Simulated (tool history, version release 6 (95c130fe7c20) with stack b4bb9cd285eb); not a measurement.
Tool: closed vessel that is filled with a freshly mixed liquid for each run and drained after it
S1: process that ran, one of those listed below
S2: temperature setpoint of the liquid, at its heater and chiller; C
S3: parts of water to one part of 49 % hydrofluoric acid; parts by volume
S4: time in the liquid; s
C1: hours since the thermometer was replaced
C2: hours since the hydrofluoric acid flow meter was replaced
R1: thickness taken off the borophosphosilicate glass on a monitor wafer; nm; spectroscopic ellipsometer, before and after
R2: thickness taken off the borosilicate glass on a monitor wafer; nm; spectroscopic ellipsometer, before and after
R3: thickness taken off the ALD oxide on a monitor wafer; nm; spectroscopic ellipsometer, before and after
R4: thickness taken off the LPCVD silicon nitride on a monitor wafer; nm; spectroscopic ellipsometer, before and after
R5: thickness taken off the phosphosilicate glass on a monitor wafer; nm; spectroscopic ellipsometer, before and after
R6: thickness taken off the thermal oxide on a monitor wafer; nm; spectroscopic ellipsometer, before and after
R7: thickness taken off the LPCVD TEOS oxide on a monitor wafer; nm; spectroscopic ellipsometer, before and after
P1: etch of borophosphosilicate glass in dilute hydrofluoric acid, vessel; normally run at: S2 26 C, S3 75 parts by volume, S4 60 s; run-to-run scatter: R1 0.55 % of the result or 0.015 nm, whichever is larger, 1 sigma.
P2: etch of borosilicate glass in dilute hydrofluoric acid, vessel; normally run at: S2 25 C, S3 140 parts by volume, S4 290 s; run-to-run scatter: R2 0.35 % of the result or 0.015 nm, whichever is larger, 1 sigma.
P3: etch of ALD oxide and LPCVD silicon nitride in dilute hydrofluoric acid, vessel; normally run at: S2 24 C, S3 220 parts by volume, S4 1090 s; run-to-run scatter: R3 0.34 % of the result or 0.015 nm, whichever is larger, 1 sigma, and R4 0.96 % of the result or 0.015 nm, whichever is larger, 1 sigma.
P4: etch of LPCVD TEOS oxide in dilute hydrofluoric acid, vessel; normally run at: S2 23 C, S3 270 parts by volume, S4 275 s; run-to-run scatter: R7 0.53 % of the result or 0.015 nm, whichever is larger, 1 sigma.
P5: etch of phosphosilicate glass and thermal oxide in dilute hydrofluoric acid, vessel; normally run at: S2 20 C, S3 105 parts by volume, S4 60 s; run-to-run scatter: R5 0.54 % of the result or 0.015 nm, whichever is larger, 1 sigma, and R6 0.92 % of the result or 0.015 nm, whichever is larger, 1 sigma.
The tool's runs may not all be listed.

| run | hour | S1 | S2 | S3 | S4 | C1 | C2 | R1 | R2 | R3 | R4 | R5 | R6 | R7 |
|---|---|---|---|---|---|---|---|---|---|---|---|---|---|---|
| 1 | 7.6 | P1 | 26 | 75 | 60 | 1152.3 | 786.1 | 24.927 |  |  |  |  |  |  |
| 2 | 12.8 | P1 | 21 | 75 | 60 | 1157.5 | 791.3 | 20.073 |  |  |  |  |  |  |
| 3 | 17 | P1 | 26 | 75 | 100 | 1161.7 | 795.5 | 41.37 |  |  |  |  |  |  |
| 4 | 24.4 | P1 | 26 | 75 | 60 | 1169.1 | 802.9 | 24.75 |  |  |  |  |  |  |
| 5 | 32.6 | P2 | 25 | 140 | 290 | 1177.3 | 811.1 |  | 55.304 |  |  |  |  |  |
| 6 | 37 | P3 | 24 | 370 | 1090 | 1181.7 | 815.5 |  |  | 21.294 | 1.3804 |  |  |  |
| 7 | 44.4 | P5 | 20 | 105 | 30 | 1189.1 | 822.9 |  |  |  |  | 18.351 | 1.1064 |  |
| 8 | 49.1 | P1 | 26 | 75 | 60 | 1193.8 | 827.6 | 24.771 |  |  |  |  |  |  |
| 9 | 55 | P3 | 24 | 220 | 1740 | 1199.7 | 833.5 |  |  | 66.122 | 3.6491 |  |  |  |
| 10 | 60.8 | P4 | 23 | 60 | 275 | 1205.5 | 839.3 |  |  |  |  |  |  | 99.018 |
| 11 | 68.9 | P1 | 26 | 75 | 60 | 1213.6 | 847.4 | 24.803 |  |  |  |  |  |  |
| 12 | 73.8 | P1 | 26 | 105 | 85 | 1218.5 | 852.3 | 23.969 |  |  |  |  |  |  |
| 13 | 79.2 | P2 | 17.5 | 140 | 290 | 1223.9 | 857.7 |  | 41.093 |  |  |  |  |  |
| 14 | 84.7 | P2 | 25 | 140 | 575 | 1229.4 | 863.2 |  | 109.5 |  |  |  |  |  |
| 15 | 89.4 | P1 | 26 | 25 | 60 | 1234.1 | 867.9 | 80.091 |  |  |  |  |  |  |
| 16 | 93.7 | P1 | 26 | 120 | 30 | 1238.4 | 872.2 | 7.304 |  |  |  |  |  |  |
| 17 | 98.7 | P3 | 32 | 220 | 1090 | 1243.4 | 877.2 |  |  | 54.778 | 3.701 |  |  |  |
| 18 | 104.3 | P4 | 30.5 | 270 | 275 | 1249 | 882.8 |  |  |  |  |  |  | 22.74 |
| 19 | 108.2 | P4 | 23 | 270 | 105 | 1252.9 | 886.7 |  |  |  |  |  |  | 6.6982 |
| 20 | 114.4 | P5 | 20 | 175 | 60 | 1259.1 | 892.9 |  |  |  |  | 20.357 | 1.22 |  |
| 21 | 122.8 | P1 | 26 | 75 | 30 | 1267.5 | 901.3 | 12.377 |  |  |  |  |  |  |
| 22 | 129.5 | P3 | 24 | 220 | 1090 | 1274.2 | 908 |  |  | 41.464 | 2.3111 |  |  |  |

Run 23 comes next. What will it give?
| 23 | 133.6 | P1 | 26 | 75 | 60 | 1278.3 | 912.1 | ? |  |  |  |  |  |  |

R1: 24.765 nm
